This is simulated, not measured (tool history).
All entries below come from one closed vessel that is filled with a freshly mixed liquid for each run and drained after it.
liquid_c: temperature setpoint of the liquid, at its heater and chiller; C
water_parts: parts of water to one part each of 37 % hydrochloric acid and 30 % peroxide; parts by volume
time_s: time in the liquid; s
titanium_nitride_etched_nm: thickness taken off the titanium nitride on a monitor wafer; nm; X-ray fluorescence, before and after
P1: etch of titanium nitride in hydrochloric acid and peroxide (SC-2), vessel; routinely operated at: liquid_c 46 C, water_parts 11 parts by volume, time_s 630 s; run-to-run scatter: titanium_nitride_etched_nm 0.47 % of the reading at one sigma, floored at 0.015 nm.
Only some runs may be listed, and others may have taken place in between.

run     day  liquid_c  water_parts  time_s  titanium_nitride_etched_nm
  1   0.621        46           11     630                      14.314
  2   1.171        46           11     630                      14.182
  3   1.629        46           11     630                      14.323
  4   2.317        46           11     630                      14.157
  5   2.962        46         17.5     630                      9.4838
  6   3.525        46           11     630                       14.17
  7   4.158        46           11      75                      1.6811
  8   4.671      35.5           11     350                      3.7456
  9   5.179        53           11     630                      22.601
 10   5.642        46            4      80                      3.8697
 11   6.117        35           11     905                      9.3385
 12   6.688        36           11     630                      6.9647
 13   7.054        46           11     630                      14.196
 14   7.471        46           11    1055                       23.73
 15   8.058        46           11     630                       14.07
      8.125  -- new drum of peroxide connected
 16   8.679        46            4     630                      30.577
 17   9.046        46           11     630                       14.13
 18   9.738        46           11     630                      14.849
 19  10.096        46           11     630                      15.089
 20  10.738        46           11     630                      15.213
 21   11.05        46           11     630                      15.432
 22  11.358        46           11     630                      15.302
 23  11.729        46           11     630                      15.478

Expected results for the next run?
 24  12.171        46           11     630                           ?

titanium_nitride_etched_nm: 15.534 nm

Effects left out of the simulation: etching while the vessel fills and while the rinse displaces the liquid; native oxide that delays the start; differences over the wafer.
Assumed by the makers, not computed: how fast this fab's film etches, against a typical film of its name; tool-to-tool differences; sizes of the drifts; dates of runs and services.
